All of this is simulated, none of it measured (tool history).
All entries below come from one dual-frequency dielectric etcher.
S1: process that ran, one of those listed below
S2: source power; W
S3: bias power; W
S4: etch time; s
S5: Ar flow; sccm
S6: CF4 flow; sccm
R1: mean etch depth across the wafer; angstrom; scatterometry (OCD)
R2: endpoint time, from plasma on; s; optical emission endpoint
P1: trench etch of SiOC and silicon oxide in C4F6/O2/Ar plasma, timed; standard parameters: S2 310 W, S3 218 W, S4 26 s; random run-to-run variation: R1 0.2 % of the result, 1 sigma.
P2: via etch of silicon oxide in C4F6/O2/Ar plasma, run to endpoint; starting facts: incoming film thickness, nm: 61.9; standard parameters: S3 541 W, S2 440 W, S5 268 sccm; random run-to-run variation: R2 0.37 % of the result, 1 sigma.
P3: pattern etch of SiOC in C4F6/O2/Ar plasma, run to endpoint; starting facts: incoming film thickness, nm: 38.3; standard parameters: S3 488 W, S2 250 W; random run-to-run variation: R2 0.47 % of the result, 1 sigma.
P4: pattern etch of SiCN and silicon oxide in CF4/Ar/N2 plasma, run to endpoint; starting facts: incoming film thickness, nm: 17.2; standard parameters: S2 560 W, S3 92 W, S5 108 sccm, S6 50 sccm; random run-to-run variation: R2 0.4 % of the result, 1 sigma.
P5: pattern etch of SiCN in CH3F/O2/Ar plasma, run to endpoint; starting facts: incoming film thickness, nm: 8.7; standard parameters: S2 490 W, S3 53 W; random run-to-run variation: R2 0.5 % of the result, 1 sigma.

run	day	S1	S2	S3	S4	S5	S6	R1	R2
1	0.5	P1	310	218	26			492.31	
2	0.829	P2	440	318		268			15.367
3	1.246	P1	310	218	14.5			275.9	
4	1.662	P1	310	218	26			493.23	
5	2.125	P1	430	266	26			596.62	
6	2.733	P1	310	218	26			494.94	
7	3.179	P2	440	541		159			11.861
8	3.554	P1	310	218	26			491.68	
9	4.158	P3	250	488					15.634
10	4.571	P5	490	53					23.831
11	5.238	P5	490	35					27.075
12	5.621	P4	560	92		108	50		15.853
13	5.992	P1	310	218	34.5			654.69	
14	6.5	P2	440	541		268			12.658
15	6.908	P3	250	336					17.871
16	7.262	P1	220	218	17.5			292.29	
17	7.733	P2	600	541		268			11.312
18	8.312	P1	310	141	15			248.04	
19	8.962	P1	180	218	26			400.62	
20	9.35	P1	310	283	26			540.56	
21	9.95	P1	420	218	26			552.83	
22	10.442	P5	300	53					28.93
23	10.962	P5	490	53					23.64
24	11.471	P3	250	488					15.643
25	11.883	P4	560	92		108	50		15.855
26	12.371	P1	310	218	26			493.59	
# day 12.692: wet clean of the chamber
27	12.854	P4	560	92		108	31		17.079
28	13.412	P4	730	92		108	50		12.534
29	13.8	P4	560	92		66	50		14.703
30	14.375	P1	310	136	26			424.02	
31	15.029	P3	200	488					16.935
32	15.338	P4	560	57		108	50		18.757
33	15.771	P1	310	218	26			493.7	
34	16.279	P1	310	218	26			489.93	
35	16.6	P1	310	218	26			487.22	
36	16.904	P1	310	218	26			486.86	
37	17.388	P1	310	218	26			487.18	
# day 17.438: wet clean of the chamber
38	17.929	P1	310	218	26			485.91	
39	18.5	P1	310	218	26			484.52	
40	18.846	P1	310	218	26			485.14	
41	19.146	P1	310	218	26			484.1	
42	19.471	P1	310	218	26			484.85	

Compared with where it was, what P1 gives has crept away. Each cause listed below fits the log as well as the rest, at the size given for it:
A: bias power that arrives under what is set, % = 4.72
B: source power that arrives under what is set, % = 4.13
The creep began at about day 15.771.
Excluded causes, each with its reason:
chamber walls in a state that lowers the etch rate, %: maintenance at day 17.438, after the shift began, did not return the process to its former output

4 check runs are offered, each on 2 wafers whose results are averaged, their results left as question marks. Which one tells the causes apart?
check 1	19.796	P2	580	430		268			?
check 2	19.796	P3	250	344					?
check 3	19.796	P5	390	53					?
check 4	19.796	P4	560	92		69	50		?

Expected result of each check under each candidate cause:
check	result	if A	if B
check 1	R2	12.59	12.571
check 2	R2	18.084	18.053
check 3	R2	26.525	26.534
check 4	R2	15.039	15.348
Per check, the gap between the least separated pair of causes, taken in the result that splits them most: check 1 0.15 %; check 2 0.17 %; check 3 0.03 %; check 4 2.03 %
Only in check 4 would the causes give clearly different results; in the remaining checks their results would be nearly the same.

Check 4 was carried out, with these results: R2 15.298 s. Which of the listed causes is responsible?

The correct cause is B, namely: source power that arrives under what is set, %.
